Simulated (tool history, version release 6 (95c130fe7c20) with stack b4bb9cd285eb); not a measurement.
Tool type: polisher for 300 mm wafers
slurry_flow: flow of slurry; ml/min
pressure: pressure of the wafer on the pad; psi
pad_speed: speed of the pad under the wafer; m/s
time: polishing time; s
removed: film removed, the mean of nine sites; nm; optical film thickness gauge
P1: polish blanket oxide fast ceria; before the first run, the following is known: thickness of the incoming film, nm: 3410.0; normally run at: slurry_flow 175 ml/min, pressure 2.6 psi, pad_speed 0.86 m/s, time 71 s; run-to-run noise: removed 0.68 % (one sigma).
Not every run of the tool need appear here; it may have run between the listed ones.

Run 1, day 0.179: slurry_flow 175 ml/min, pressure 2.6 psi, pad_speed 0.86 m/s, time 71 s. Result: removed 808.76 nm.
Run 2, day 0.4: slurry_flow 130 ml/min, pressure 2.6 psi, pad_speed 0.86 m/s, time 71 s. Result: removed 762.29 nm.
Run 3, day 0.683: slurry_flow 175 ml/min, pressure 1.2 psi, pad_speed 0.86 m/s, time 71 s. Result: removed 368.77 nm.
At day 0.854: head pressure recalibrated.
Run 4, day 0.962: slurry_flow 125 ml/min, pressure 2.6 psi, pad_speed 0.86 m/s, time 52 s. Result: removed 555.65 nm.
Run 5, day 1.138: slurry_flow 175 ml/min, pressure 2.6 psi, pad_speed 0.86 m/s, time 102 s. Result: removed 1165.3 nm.
Run 6, day 1.304: slurry_flow 175 ml/min, pressure 4.1 psi, pad_speed 0.86 m/s, time 71 s. Result: removed 1290.2 nm.
Run 7, day 1.467: slurry_flow 175 ml/min, pressure 2.6 psi, pad_speed 0.86 m/s, time 71 s. Result: removed 805.14 nm.
Run 8, day 1.667: slurry_flow 175 ml/min, pressure 2.6 psi, pad_speed 0.86 m/s, time 71 s. Result: removed 798.66 nm.
Run 9, day 1.904: slurry_flow 175 ml/min, pressure 2.6 psi, pad_speed 0.86 m/s, time 71 s. Result: removed 806.25 nm.
Run 10, day 2.171: slurry_flow 175 ml/min, pressure 3.8 psi, pad_speed 0.86 m/s, time 35 s. Result: removed 575.01 nm.
Run 11, day 2.333: slurry_flow 175 ml/min, pressure 2.6 psi, pad_speed 0.62 m/s, time 71 s. Result: removed 574.36 nm.
Run 12, day 2.579: slurry_flow 175 ml/min, pressure 2.6 psi, pad_speed 1.32 m/s, time 71 s. Result: removed 1234.8 nm.
Run 13, day 2.821: slurry_flow 175 ml/min, pressure 2.6 psi, pad_speed 0.86 m/s, time 49 s. Result: removed 547.6 nm.
Run 14, day 3.062: slurry_flow 175 ml/min, pressure 2.6 psi, pad_speed 0.86 m/s, time 71 s. Result: removed 800.85 nm.
Run 15, day 3.317: slurry_flow 250 ml/min, pressure 2.6 psi, pad_speed 0.86 m/s, time 71 s. Result: removed 839.14 nm.
Run 16, day 3.475: slurry_flow 175 ml/min, pressure 2.6 psi, pad_speed 0.86 m/s, time 71 s. Result: removed 809.37 nm.
Run 17, day 3.667: slurry_flow 175 ml/min, pressure 2.6 psi, pad_speed 0.86 m/s, time 71 s. Result: removed 783.67 nm.
Run 18, day 3.929: slurry_flow 175 ml/min, pressure 2.6 psi, pad_speed 0.86 m/s, time 71 s. Result: removed 768.47 nm.
Run 19, day 4.188: slurry_flow 175 ml/min, pressure 2.6 psi, pad_speed 0.86 m/s, time 71 s. Result: removed 750.69 nm.
At day 4.333: worn pad replaced by a new one.
Run 20, day 4.438: slurry_flow 175 ml/min, pressure 2.6 psi, pad_speed 0.86 m/s, time 71 s. Result: removed 749.17 nm.
Run 21, day 4.696: slurry_flow 175 ml/min, pressure 2.6 psi, pad_speed 0.86 m/s, time 71 s. Result: removed 746.14 nm.
Run 22, day 4.921: slurry_flow 175 ml/min, pressure 2.6 psi, pad_speed 0.86 m/s, time 71 s. Result: removed 740.42 nm.
Run 23, day 5.117: slurry_flow 175 ml/min, pressure 2.6 psi, pad_speed 0.86 m/s, time 71 s. Result: removed 747.37 nm.
Run 24, day 5.362: slurry_flow 175 ml/min, pressure 2.6 psi, pad_speed 0.86 m/s, time 71 s. Result: removed 730 nm.
Run 25, day 5.629: slurry_flow 175 ml/min, pressure 2.6 psi, pad_speed 0.86 m/s, time 71 s. Result: removed 727.14 nm.
Run 26, day 5.842: slurry_flow 175 ml/min, pressure 2.6 psi, pad_speed 0.86 m/s, time 71 s. Result: removed 735.62 nm.

P1 has crept away from where it was. The log is fitted equally well by each of these 2 causes, at the sizes shown:
A: head's pressure below its setpoint, % = 8.56
B: slurry flow missing at the pad, % = 37.8
At approximately day 3.475, the process output began to creep.
Why every other cause is out:
removal rate lost through wear of the pad, %: serviced at day 4.333, after the change had begun; the process did not return to its earlier output

The 4 check runs listed below each average the results of 5 wafers, and their outcomes are marked with question marks. Under which run would the listed causes produce clearly different results?
Run check 1, day 6.054: slurry_flow 240 ml/min, pressure 3.8 psi, pad_speed 0.86 m/s, time 71 s. Result: removed ?.
Run check 2, day 6.054: slurry_flow 175 ml/min, pressure 1.3 psi, pad_speed 0.86 m/s, time 102 s. Result: removed ?.
Run check 3, day 6.054: slurry_flow 175 ml/min, pressure 1.2 psi, pad_speed 1.14 m/s, time 71 s. Result: removed ?.
Run check 4, day 6.054: slurry_flow 175 ml/min, pressure 1.8 psi, pad_speed 1.2 m/s, time 71 s. Result: removed ?.

What each check would give under each cause:
  check   result    if A    if B
check 1  removed  1118.2  1143.7
check 2  removed  527.42  527.33
check 3  removed  449.22  449.14
check 4  removed  709.29  709.18
Gap, in per cent, between the two causes that each check separates least, read from the result that separates them most: check 1 2.26 %; check 2 0.02 %; check 3 0.02 %; check 4 0.02 %
Check 1 is the one run that separates the causes; every other check would come out nearly the same whichever cause is at work.

Check 1 has now been run. It gave: removed 1121.1 nm. Which of the candidate causes is it?

It is A: head's pressure below its setpoint, %.

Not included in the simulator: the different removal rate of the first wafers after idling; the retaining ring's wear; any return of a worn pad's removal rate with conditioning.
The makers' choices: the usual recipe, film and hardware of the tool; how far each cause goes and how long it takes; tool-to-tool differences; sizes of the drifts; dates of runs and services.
